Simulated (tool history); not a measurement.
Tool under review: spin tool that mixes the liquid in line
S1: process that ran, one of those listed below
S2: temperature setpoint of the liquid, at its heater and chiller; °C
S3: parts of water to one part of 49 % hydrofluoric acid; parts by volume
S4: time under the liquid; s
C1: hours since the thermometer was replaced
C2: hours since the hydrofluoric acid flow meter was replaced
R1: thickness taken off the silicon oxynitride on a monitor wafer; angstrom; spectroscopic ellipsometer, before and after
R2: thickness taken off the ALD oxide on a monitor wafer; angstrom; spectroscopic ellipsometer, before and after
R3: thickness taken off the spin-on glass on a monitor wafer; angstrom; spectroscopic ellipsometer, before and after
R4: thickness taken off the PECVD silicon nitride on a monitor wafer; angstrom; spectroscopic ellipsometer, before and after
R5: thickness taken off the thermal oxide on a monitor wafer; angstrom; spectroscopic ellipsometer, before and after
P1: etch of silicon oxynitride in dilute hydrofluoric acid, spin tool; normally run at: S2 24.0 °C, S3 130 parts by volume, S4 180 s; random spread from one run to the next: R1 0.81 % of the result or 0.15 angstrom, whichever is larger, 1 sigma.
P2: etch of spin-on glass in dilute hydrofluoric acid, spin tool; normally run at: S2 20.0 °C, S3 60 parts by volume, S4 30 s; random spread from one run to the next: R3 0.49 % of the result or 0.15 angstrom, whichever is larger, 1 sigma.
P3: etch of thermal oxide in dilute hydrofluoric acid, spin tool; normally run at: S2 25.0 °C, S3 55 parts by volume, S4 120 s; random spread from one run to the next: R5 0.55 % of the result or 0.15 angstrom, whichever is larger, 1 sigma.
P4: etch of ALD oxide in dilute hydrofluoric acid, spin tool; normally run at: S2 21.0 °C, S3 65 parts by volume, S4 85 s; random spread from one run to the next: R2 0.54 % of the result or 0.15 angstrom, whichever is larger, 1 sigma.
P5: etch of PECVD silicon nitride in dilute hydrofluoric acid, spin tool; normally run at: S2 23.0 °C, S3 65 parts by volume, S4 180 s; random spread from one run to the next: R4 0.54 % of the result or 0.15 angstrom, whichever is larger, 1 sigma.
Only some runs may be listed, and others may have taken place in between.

| run | hour | S1 | S2 | S3 | S4 | C1 | C2 | R1 | R2 | R3 | R4 | R5 |
|---|---|---|---|---|---|---|---|---|---|---|---|---|
| 1 | 10.6 | P1 | 24.0 | 130 | 180 | 709.2 | 1483.7 | 32.6100 |  |  |  |  |
| 2 | 20.8 | P4 | 17.0 | 65 | 85 | 719.4 | 1493.9 |  | 158.41 |  |  |  |
| 3 | 32.7 | P2 | 20.0 | 60 | 30 | 731.3 | 1505.8 |  |  | 200.11 |  |  |
| 4 | 44.5 | P5 | 23.0 | 65 | 20 | 743.1 | 1517.6 |  |  |  | 9.8569 |  |
| 5 | 53.1 | P3 | 25.0 | 30 | 120 | 751.7 | 1526.2 |  |  |  |  | 215.290 |
| 6 | 59.6 | P1 | 24.0 | 130 | 180 | 758.2 | 1532.7 | 33.0600 |  |  |  |  |
| 7 | 65.9 | P1 | 24.0 | 55 | 180 | 764.5 | 1539.0 | 83.4050 |  |  |  |  |
| 8 | 73.5 | P3 | 20.0 | 55 | 120 | 772.1 | 1546.6 |  |  |  |  | 92.481 |
| 9 | 83.6 | P2 | 20.0 | 90 | 30 | 782.2 | 1556.7 |  |  | 129.09 |  |  |
| 10 | 92.4 | P1 | 24.0 | 130 | 35 | 791.0 | 1565.5 | 6.4852 |  |  |  |  |
| 11 | 101.5 | P2 | 17.0 | 60 | 30 | 800.1 | 1574.6 |  |  | 175.67 |  |  |
| 12 | 110.4 | P1 | 24.0 | 130 | 340 | 809.0 | 1583.5 | 63.0240 |  |  |  |  |
| 13 | 117.3 | P1 | 24.0 | 215 | 180 | 815.9 | 1590.4 | 18.7030 |  |  |  |  |
| 14 | 123.9 | P5 | 23.0 | 65 | 180 | 822.5 | 1597.0 |  |  |  | 88.2030 |  |
| 15 | 130.0 | P3 | 25.0 | 55 | 30 | 828.6 | 1603.1 |  |  |  |  | 28.260 |
| 16 | 141.6 | P5 | 23.0 | 30 | 180 | 840.2 | 1614.7 |  |  |  | 186.6300 |  |
| 17 | 148.0 | P4 | 21.0 | 65 | 85 | 846.6 | 1621.1 |  | 185.79 |  |  |  |
| 18 | 154.8 | P5 | 28.5 | 65 | 180 | 853.4 | 1627.9 |  |  |  | 126.2800 |  |
| 19 | 167.6 | P1 | 32.5 | 130 | 180 | 866.2 | 1640.7 | 47.9990 |  |  |  |  |
| 20 | 180.5 | P4 | 21.0 | 65 | 25 | 879.1 | 1653.6 |  | 54.83 |  |  |  |
| 21 | 192.2 | P2 | 20.0 | 60 | 15 | 890.8 | 1665.3 |  |  | 100.17 |  |  |
| 22 | 200.2 | P1 | 20.0 | 75 | 180 | 898.8 | 1673.3 | 49.6100 |  |  |  |  |
| 23 | 210.1 | P3 | 25.0 | 55 | 120 | 908.7 | 1683.2 |  |  |  |  | 113.670 |
| 24 | 220.1 | P1 | 24.0 | 130 | 180 | 918.7 | 1693.2 | 33.3390 |  |  |  |  |
| 25 | 230.8 | P4 | 21.0 | 105 | 85 | 929.4 | 1703.9 |  | 111.12 |  |  |  |
| 26 | 243.9 | P4 | 21.0 | 65 | 85 | 942.5 | 1717.0 |  | 187.50 |  |  |  |
| 27 | 255.2 | P3 | 25.0 | 55 | 120 | 953.8 | 1728.3 |  |  |  |  | 113.290 |
| 28 | 266.4 | P1 | 17.0 | 130 | 180 | 965.0 | 1739.5 | 23.4480 |  |  |  |  |
| 29 | 275.4 | P1 | 24.0 | 130 | 180 | 974.0 | 1748.5 | 33.4120 |  |  |  |  |
| 30 | 282.6 | P5 | 23.0 | 65 | 180 | 981.2 | 1755.7 |  |  |  | 87.9990 |  |
| 31 | 294.7 | P2 | 20.0 | 60 | 30 | 993.3 | 1767.8 |  |  | 201.10 |  |  |
| 32 | 304.9 | P1 | 24.0 | 130 | 180 | 1003.5 | 1778.0 | 33.4180 |  |  |  |  |
| 33 | 310.9 | P1 | 24.0 | 130 | 180 | 1009.5 | 1784.0 | 33.3180 |  |  |  |  |
| 34 | 318.3 | P1 | 24.0 | 130 | 180 | 1016.9 | 1791.4 | 34.2040 |  |  |  |  |
| 35 | 328.5 | P1 | 24.0 | 130 | 180 | 1027.1 | 1801.6 | 35.2890 |  |  |  |  |
| 36 | 341.4 | P1 | 24.0 | 130 | 180 | 1040.0 | 1814.5 | 35.4760 |  |  |  |  |
| 37 | 351.2 | P1 | 24.0 | 130 | 180 | 1049.8 | 1824.3 | 35.6690 |  |  |  |  |
| 38 | 362.9 | P1 | 24.0 | 130 | 180 | 1061.5 | 1836.0 | 36.5920 |  |  |  |  |
| 39 | 370.8 | P1 | 24.0 | 130 | 180 | 1069.4 | 1843.9 | 35.8560 |  |  |  |  |
| 40 | 383.3 | P1 | 24.0 | 130 | 180 | 1081.9 | 1856.4 | 36.5990 |  |  |  |  |
| 41 | 390.9 | P1 | 24.0 | 130 | 180 | 1089.5 | 1864.0 | 36.6810 |  |  |  |  |
| 42 | 398.2 | P1 | 24.0 | 130 | 180 | 1096.8 | 1871.3 | 36.3950 |  |  |  |  |

P1 has crept away from where it was. The log is fitted equally well by each of these 2 causes, at the sizes shown:
A: hydrofluoric acid flow above the setpoint (%) = 9.09
B: liquid hotter than its thermometer reads (K) = 2.09
The creep began at about hour 310.9.

Consider the 4 single-wafer check runs listed below, results given as question marks: which one distinguishes between the causes by giving clearly different results for each?
| check 1 | 405.5 | P5 | 23.0 | 65 | 180 |  |  |  |  |  | ? |  |
| check 2 | 405.5 | P2 | 20.0 | 60 | 30 |  |  |  |  | ? |  |  |
| check 3 | 405.5 | P3 | 25.0 | 55 | 120 |  |  |  |  |  |  | ? |
| check 4 | 405.5 | P4 | 21.0 | 65 | 85 |  |  |  | ? |  |  |  |

What each check would give under each cause:
| check | result | if A | if B |
|---|---|---|---|
| check 1 | R4 | 95.4360 | 100.7900 |
| check 2 | R3 | 219.74 | 218.53 |
| check 3 | R5 | 124.100 | 123.010 |
| check 4 | R2 | 205.74 | 204.25 |
Distance between the nearest two causes, measured in the result of the check that separates them most: check 1 5.45 %; check 2 0.56 %; check 3 0.89 %; check 4 0.72 %
The causes can be told apart only by check 1. The other checks would give nearly the same results under each of them.

With check 1 done, the readings were: R4 100.4000 angstrom. Identify which of the listed causes applies.

The cause is B: liquid hotter than its thermometer reads (K).
